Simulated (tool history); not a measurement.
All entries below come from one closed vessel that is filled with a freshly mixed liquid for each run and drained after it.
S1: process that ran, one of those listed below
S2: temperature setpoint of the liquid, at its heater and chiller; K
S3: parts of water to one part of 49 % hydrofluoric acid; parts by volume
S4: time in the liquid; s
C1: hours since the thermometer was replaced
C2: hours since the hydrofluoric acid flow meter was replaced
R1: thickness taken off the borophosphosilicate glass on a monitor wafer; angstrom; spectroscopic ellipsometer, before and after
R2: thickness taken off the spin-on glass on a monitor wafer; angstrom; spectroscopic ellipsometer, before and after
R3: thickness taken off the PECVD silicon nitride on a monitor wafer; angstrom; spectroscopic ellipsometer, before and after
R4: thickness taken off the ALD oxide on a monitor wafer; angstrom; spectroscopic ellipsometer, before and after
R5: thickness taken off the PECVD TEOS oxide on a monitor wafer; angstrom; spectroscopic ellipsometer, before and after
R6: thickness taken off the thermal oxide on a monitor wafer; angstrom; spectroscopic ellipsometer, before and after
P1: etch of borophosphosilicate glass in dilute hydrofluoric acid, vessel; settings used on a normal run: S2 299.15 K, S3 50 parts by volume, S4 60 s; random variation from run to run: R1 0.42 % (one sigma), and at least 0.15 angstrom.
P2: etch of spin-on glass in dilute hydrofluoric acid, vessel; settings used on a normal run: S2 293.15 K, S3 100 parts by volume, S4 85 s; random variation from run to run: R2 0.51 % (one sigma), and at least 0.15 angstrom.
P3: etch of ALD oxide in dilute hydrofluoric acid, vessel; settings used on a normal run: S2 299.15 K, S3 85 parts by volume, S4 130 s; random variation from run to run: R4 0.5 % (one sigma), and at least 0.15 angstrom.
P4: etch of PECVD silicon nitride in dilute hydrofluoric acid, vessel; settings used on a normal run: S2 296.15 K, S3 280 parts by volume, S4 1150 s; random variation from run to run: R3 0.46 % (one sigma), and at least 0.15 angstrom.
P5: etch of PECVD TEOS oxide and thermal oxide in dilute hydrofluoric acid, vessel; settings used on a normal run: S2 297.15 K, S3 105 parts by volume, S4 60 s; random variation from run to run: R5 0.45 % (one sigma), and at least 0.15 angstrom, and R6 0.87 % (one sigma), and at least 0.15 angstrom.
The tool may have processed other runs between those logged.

run 1 day=0.371 | S1=P1 S2=299.15 S3=50 S4=60 | C1=647.3 C2=195.7 | R1=861.55
run 2 day=0.808 | S1=P1 S2=299.15 S3=50 S4=100 | C1=657.8 C2=206.2 | R1=1424.80
run 3 day=1.271 | S1=P1 S2=299.15 S3=90 S4=60 | C1=668.9 C2=217.3 | R1=451.27
run 4 day=1.617 | S1=P2 S2=293.15 S3=100 S4=85 | C1=677.2 C2=225.6 | R2=195.12
run 5 day=1.992 | S1=P4 S2=296.15 S3=280 S4=1150 | C1=686.2 C2=234.6 | R3=107.660
run 6 day=2.321 | S1=P4 S2=296.15 S3=280 S4=1975 | C1=694.1 C2=242.5 | R3=185.080
run 7 day=2.912 | S1=P3 S2=299.15 S3=85 S4=225 | C1=708.3 C2=256.7 | R4=299.33
run 8 day=3.333 | S1=P1 S2=299.15 S3=50 S4=60 | C1=718.4 C2=266.8 | R1=850.51
run 9 day=3.875 | S1=P2 S2=297.15 S3=100 S4=85 | C1=731.4 C2=279.8 | R2=231.17
run 10 day=4.300 | S1=P4 S2=296.15 S3=280 S4=1150 | C1=741.6 C2=290.0 | R3=108.260
run 11 day=4.950 | S1=P1 S2=307.15 S3=50 S4=60 | C1=757.2 C2=305.6 | R1=1175.70
run 12 day=5.462 | S1=P4 S2=291.15 S3=280 S4=1150 | C1=769.5 C2=317.9 | R3=78.256
run 13 day=6.117 | S1=P1 S2=306.65 S3=80 S4=60 | C1=785.2 C2=333.6 | R1=688.30
run 14 day=6.567 | S1=P2 S2=293.15 S3=165 S4=85 | C1=796.0 C2=344.4 | R2=111.17
run 15 day=7.083 | S1=P1 S2=294.65 S3=50 S4=60 | C1=808.4 C2=356.8 | R1=714.09
run 16 day=7.517 | S1=P1 S2=299.15 S3=25 S4=100 | C1=818.8 C2=367.2 | R1=2956.60
run 17 day=8.025 | S1=P1 S2=299.15 S3=20 S4=60 | C1=831.0 C2=379.4 | R1=2243.70
run 18 day=8.496 | S1=P3 S2=299.15 S3=130 S4=130 | C1=842.3 C2=390.7 | R4=106.43
run 19 day=9.054 | S1=P1 S2=299.15 S3=20 S4=100 | C1=855.7 C2=404.1 | R1=3737.90
run 20 day=9.604 | S1=P2 S2=293.15 S3=100 S4=135 | C1=868.9 C2=417.3 | R2=311.32
run 21 day=10.117 | S1=P5 S2=297.15 S3=105 S4=60 | C1=881.2 C2=429.6 | R5=160.860 R6=25.288
run 22 day=10.646 | S1=P1 S2=299.15 S3=50 S4=60 | C1=893.9 C2=442.3 | R1=864.28
run 23 day=11.025 | S1=P5 S2=297.15 S3=170 S4=60 | C1=903.0 C2=451.4 | R5=92.498 R6=14.993
run 24 day=11.450 | S1=P5 S2=303.15 S3=105 S4=60 | C1=913.2 C2=461.6 | R5=200.940 R6=32.336
run 25 day=12.112 | S1=P5 S2=297.15 S3=105 S4=60 | C1=929.1 C2=477.5 | R5=161.060 R6=25.948
run 26 day=12.679 | S1=P1 S2=299.15 S3=50 S4=60 | C1=942.7 C2=491.1 | R1=864.04
run 27 day=13.167 | S1=P1 S2=299.15 S3=50 S4=60 | C1=954.4 C2=502.8 | R1=863.52
run 28 day=13.688 | S1=P3 S2=294.15 S3=85 S4=130 | C1=966.9 C2=515.3 | R4=140.21
run 29 day=14.117 | S1=P4 S2=296.15 S3=505 S4=1150 | C1=977.2 C2=525.6 | R3=60.581
run 30 day=14.646 | S1=P5 S2=297.15 S3=105 S4=100 | C1=989.9 C2=538.3 | R5=269.460 R6=43.205
run 31 day=15.117 | S1=P1 S2=299.15 S3=50 S4=30 | C1=1001.2 C2=549.6 | R1=434.11
run 32 day=15.571 | S1=P3 S2=299.15 S3=85 S4=130 | C1=1012.1 C2=560.5 | R4=170.67
run 33 day=16.188 | S1=P1 S2=299.15 S3=50 S4=60 | C1=1026.9 C2=575.3 | R1=856.96
run 34 day=16.588 | S1=P1 S2=299.15 S3=50 S4=60 | C1=1036.5 C2=584.9 | R1=891.67
run 35 day=17.092 | S1=P1 S2=299.15 S3=50 S4=60 | C1=1048.6 C2=597.0 | R1=894.24
run 36 day=17.667 | S1=P1 S2=299.15 S3=50 S4=60 | C1=1062.4 C2=610.8 | R1=911.98
run 37 day=18.204 | S1=P1 S2=299.15 S3=50 S4=60 | C1=1075.3 C2=623.7 | R1=911.48
run 38 day=18.783 | S1=P1 S2=299.15 S3=50 S4=60 | C1=1089.2 C2=637.6 | R1=928.36
run 39 day=19.188 | S1=P1 S2=299.15 S3=50 S4=60 | C1=1098.9 C2=647.3 | R1=927.20
run 40 day=19.525 | S1=P1 S2=299.15 S3=50 S4=60 | C1=1107.0 C2=655.4 | R1=926.92
run 41 day=19.933 | S1=P1 S2=299.15 S3=50 S4=60 | C1=1116.8 C2=665.2 | R1=932.90

What P1 gives has crept off from where it sat before. The 2 causes that follow fit the log equally well, each at the size noted:
A: liquid hotter than its thermometer reads (K) = 1.88
B: hydrofluoric acid flow above the setpoint (%) = 7.31
Onset of the creep was near day 16.188.

Which of the 4 check runs listed below separates the causes, so that each cause would produce a clearly different result? Each run uses one wafer, and its results are marked with question marks.
run check 1 day=20.342 | S1=P4 S2=296.15 S3=280 S4=1150 | R3=?
run check 2 day=20.342 | S1=P3 S2=299.15 S3=85 S4=130 | R4=?
run check 3 day=20.342 | S1=P2 S2=293.15 S3=100 S4=85 | R2=?
run check 4 day=20.342 | S1=P5 S2=297.15 S3=105 S4=60 | R5=? R6=?

What every check run would give for each of its results, assuming each possible cause in turn:
check=check_1 result=R3 if_A=121.140 if_B=115.680
check=check_2 result=R4 if_A=184.29 if_B=185.18
check=check_3 result=R2 if_A=211.55 if_B=211.89
check=check_4 result=R5 if_A=173.070 if_B=174.060
check=check_4 result=R6 if_A=27.765 if_B=27.924
Separation of the two closest causes in each check, using whichever result separates them best: check 1 4.61 %; check 2 0.48 %; check 3 0.16 %; check 4 0.57 %
The other checks would show nearly matching results whichever cause is true, so check 1 is the only one that separates the causes.

After running check 1, the following was obtained: R3 120.140 angstrom. Which cause does this point to?

The correct cause is A, namely: liquid hotter than its thermometer reads (K).
